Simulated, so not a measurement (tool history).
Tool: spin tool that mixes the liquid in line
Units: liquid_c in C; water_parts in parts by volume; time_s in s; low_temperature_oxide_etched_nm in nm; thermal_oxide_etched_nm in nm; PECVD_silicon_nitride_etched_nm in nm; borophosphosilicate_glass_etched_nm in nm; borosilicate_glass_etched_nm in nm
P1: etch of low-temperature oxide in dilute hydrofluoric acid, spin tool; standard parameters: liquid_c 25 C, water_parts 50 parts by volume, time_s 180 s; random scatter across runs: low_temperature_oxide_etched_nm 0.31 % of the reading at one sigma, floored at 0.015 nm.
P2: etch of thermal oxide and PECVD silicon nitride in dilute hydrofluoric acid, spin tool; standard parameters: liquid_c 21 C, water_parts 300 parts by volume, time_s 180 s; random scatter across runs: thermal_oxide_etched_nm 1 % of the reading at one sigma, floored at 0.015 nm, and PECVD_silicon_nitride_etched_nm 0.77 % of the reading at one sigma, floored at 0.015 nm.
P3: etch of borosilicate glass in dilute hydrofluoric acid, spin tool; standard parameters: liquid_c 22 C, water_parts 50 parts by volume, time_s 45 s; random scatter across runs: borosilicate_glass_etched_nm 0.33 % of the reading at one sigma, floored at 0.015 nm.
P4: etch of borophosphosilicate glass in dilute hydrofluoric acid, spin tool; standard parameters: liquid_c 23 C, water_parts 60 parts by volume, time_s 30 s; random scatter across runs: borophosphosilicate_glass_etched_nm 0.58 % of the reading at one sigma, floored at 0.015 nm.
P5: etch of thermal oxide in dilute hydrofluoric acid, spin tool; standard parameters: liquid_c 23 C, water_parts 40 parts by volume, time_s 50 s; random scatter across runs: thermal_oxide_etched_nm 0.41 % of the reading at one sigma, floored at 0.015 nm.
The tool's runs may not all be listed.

run	day	process	liquid_c	water_parts	time_s	hours since the thermometer was replaced	hours since the hydrofluoric acid flow meter was replaced	low_temperature_oxide_etched_nm	thermal_oxide_etched_nm	PECVD_silicon_nitride_etched_nm	borophosphosilicate_glass_etched_nm	borosilicate_glass_etched_nm
1	0.346	P1	25	50	180	1975.4	1329.6	44.986				
2	0.862	P2	21	300	270	1987.8	1342		3.0246	4.1812		
3	1.579	P1	31.5	50	180	2005	1359.2	58.293				
4	1.942	P5	23	40	50	2013.7	1367.9		6.0189			
5	2.433	P1	19	50	355	2025.5	1379.7	69.025				
6	2.796	P1	25	20	180	2034.2	1388.4	117.86				
7	3.458	P1	25	50	180	2050.1	1404.3	45.039				
8	4.242	P5	23	40	100	2068.9	1423.1		11.946			
9	4.75	P1	25	75	180	2081.1	1435.3	29.079				
10	5.288	P4	23	60	30	2094	1448.2				21.706	
11	5.854	P5	27	40	50	2107.6	1461.8		7.076			
12	6.6	P1	25	50	330	2125.5	1479.7	82.626				
13	7.142	P3	22	90	45	2138.5	1492.7					9.8727
14	7.692	P3	22	50	15	2151.7	1505.9					6.2444
15	8.408	P3	22	50	45	2168.9	1523.1					18.699
16	8.95	P1	19.5	50	180	2181.9	1536.1	35.79				
17	9.546	P1	25	50	180	2196.2	1550.4	45.108				
18	9.888	P1	25	50	180	2204.4	1558.6	45.042				
19	10.617	P1	25	50	180	2221.9	1576.1	45.059				
20	11.042	P4	27	60	30	2232.1	1586.3				25.929	
21	11.721	P3	17	50	45	2248.4	1602.6					14.995
22	12.417	P2	21	300	180	2265.1	1619.3		2.0161	2.8242		
23	12.783	P1	25	50	15	2273.9	1628.1	3.7486				
24	13.204	P2	21	415	180	2284	1638.2		1.3228	2.0112		
25	13.775	P2	26.5	300	180	2297.7	1651.9		2.4009	3.888		
26	14.346	P5	23	65	50	2311.4	1665.6		3.5582			
27	14.854	P4	23	20	30	2323.6	1677.8				69.219	
28	15.229	P1	25	50	180	2332.6	1686.8	45.264				
29	15.629	P4	23	60	55	2342.2	1696.4				40.368	
30	16.112	P4	23	60	30	2353.8	1708				21.794	
31	16.504	P3	22	50	45	2363.2	1717.4					18.69
32	16.908	P1	25	70	50	2372.9	1727.1	8.6654				
33	17.362	P1	25	50	180	2383.8	1738	44.933				
34	17.838	P1	25	50	180	2395.2	1749.4	43.861				
35	18.325	P1	25	50	180	2406.9	1761.1	42.924				
36	18.975	P1	25	50	180	2422.5	1776.7	42.355				
37	19.704	P1	25	50	180	2440	1794.2	41.773				
38	20.225	P1	25	50	180	2452.5	1806.7	41.469				
39	20.962	P1	25	50	180	2470.2	1824.4	41.463				
40	21.4	P1	25	50	180	2480.7	1834.9	41.21				
41	21.796	P1	25	50	180	2490.2	1844.4	40.956				
42	22.562	P1	25	50	180	2508.6	1862.8	40.801				
43	22.938	P1	25	50	180	2517.6	1871.8	41.008				
44	23.275	P1	25	50	180	2525.7	1879.9	41.012				

The output of P1 has drifted from where it used to be. Each of the 2 causes below, taken at the size shown beside it, accounts for the log equally well:
A: hydrofluoric acid flow below the setpoint (%) = 8.43
B: liquid colder than its thermometer reads (K) = 2.29
The onset of the drift is placed at about day 17.362.

Which of the check runs below tells the causes apart, meaning the causes would give it clearly different results? Each run uses 2 wafers whose results are averaged, and each result is shown as a question mark.
check 1	23.612	P2	21	300	180				?	?		
check 2	23.612	P3	22	50	45							?
check 3	23.612	P5	23	40	50				?			
check 4	23.612	P4	23	60	30						?	

What each check would give under each cause:
check	result	if A	if B
check 1	thermal_oxide_etched_nm	1.8012	1.8546
check 1	PECVD_silicon_nitride_etched_nm	2.5623	2.4129
check 2	borosilicate_glass_etched_nm	16.95	16.902
check 3	thermal_oxide_etched_nm	5.4713	5.4507
check 4	borophosphosilicate_glass_etched_nm	19.904	19.902
Minimum pairwise separation of causes per check, each pair taken at its best-separating result: check 1 6.01 %; check 2 0.28 %; check 3 0.38 %; check 4 0.01 %
Of the check runs offered, only check 1 discriminates between the causes; the rest would read about the same regardless of which cause applies.

Check 1 was then run and gave: thermal_oxide_etched_nm 1.8199 nm; PECVD_silicon_nitride_etched_nm 2.5532 nm. Which cause is it?

The cause is A: hydrofluoric acid flow below the setpoint (%).
